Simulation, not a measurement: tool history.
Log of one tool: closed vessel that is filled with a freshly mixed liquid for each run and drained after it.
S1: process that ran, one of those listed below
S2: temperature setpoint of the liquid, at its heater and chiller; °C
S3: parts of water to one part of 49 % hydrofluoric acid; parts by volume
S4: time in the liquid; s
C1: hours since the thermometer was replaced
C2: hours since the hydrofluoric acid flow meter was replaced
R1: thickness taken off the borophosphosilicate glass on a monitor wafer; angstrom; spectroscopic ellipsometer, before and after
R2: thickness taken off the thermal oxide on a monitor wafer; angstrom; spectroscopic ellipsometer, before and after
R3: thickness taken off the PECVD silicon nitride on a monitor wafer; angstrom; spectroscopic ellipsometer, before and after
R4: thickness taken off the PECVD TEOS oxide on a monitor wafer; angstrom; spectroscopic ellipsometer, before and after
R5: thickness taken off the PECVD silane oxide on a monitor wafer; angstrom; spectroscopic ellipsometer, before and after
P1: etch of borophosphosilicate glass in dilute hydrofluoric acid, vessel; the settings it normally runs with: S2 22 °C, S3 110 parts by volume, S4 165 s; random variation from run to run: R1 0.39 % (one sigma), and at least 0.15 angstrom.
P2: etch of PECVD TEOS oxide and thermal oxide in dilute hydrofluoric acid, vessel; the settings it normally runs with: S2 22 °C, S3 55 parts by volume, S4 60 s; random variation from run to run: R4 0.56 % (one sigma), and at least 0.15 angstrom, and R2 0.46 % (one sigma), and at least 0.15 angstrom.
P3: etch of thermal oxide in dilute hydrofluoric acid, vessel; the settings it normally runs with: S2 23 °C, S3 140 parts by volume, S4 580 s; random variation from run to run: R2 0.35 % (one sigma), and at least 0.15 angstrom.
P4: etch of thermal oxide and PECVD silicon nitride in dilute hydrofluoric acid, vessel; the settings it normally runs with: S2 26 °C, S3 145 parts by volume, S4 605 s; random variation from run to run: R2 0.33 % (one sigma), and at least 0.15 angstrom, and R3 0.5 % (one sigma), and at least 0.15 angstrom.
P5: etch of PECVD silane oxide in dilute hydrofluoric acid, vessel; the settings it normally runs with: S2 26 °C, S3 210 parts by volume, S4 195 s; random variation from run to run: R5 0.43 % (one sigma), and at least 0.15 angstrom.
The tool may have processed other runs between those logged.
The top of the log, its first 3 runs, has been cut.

run	hour	S1	S2	S3	S4	C1	C2	R1	R2	R3	R4	R5
4	38.5	P1	22	110	165	1294.1	603.4	374.52				
5	45.2	P5	26	325	195	1300.8	610.1					256.31
6	55.9	P2	22	55	60	1311.5	620.8		50.921		275.57	
7	66.5	P3	23	140	80	1322.1	631.4		25.138			
8	73	P4	26	145	885	1328.6	637.9		292.18	274.68		
9	78.4	P2	22	20	60	1334	643.3		146.77		797.24	
10	88.3	P5	26	210	360	1343.9	653.2					825.22
11	94.6	P3	23	140	580	1350.2	659.5		182.5			
12	106.3	P1	22	110	165	1361.9	671.2	376.35				
13	112.4	P2	22	55	95	1368	677.3		79.83		436.04	
14	124.5	P5	26	210	195	1380.1	689.4					449.74
15	133.9	P4	26	145	605	1389.5	698.8		200.61	188.67		
16	139.7	P5	26	210	195	1395.3	704.6					447.3
17	148.2	P1	22	110	165	1403.8	713.1	376.46				
18	156.3	P1	22	110	165	1411.9	721.2	374.36				
19	165.6	P4	19	145	605	1421.2	730.5		152.69	118.18		
20	177.8	P5	20.5	210	195	1433.4	742.7					365.55
21	183.6	P1	25.5	45	165	1439.2	748.5	1145.7				
22	193.6	P1	17	110	165	1449.2	758.5	307.03				
23	199.4	P3	23	140	580	1455	764.3		182.84			
24	210.3	P1	22	110	300	1465.9	775.2	682.7				
25	219.5	P1	22	45	250	1475.1	784.4	1496.2				
26	229	P1	22	200	165	1484.6	793.9	186.35				

Forecast run 27:
27	238	P1	22	55	165	1493.6	802.9	?				

{"run 27": {"R1": 797.28}}
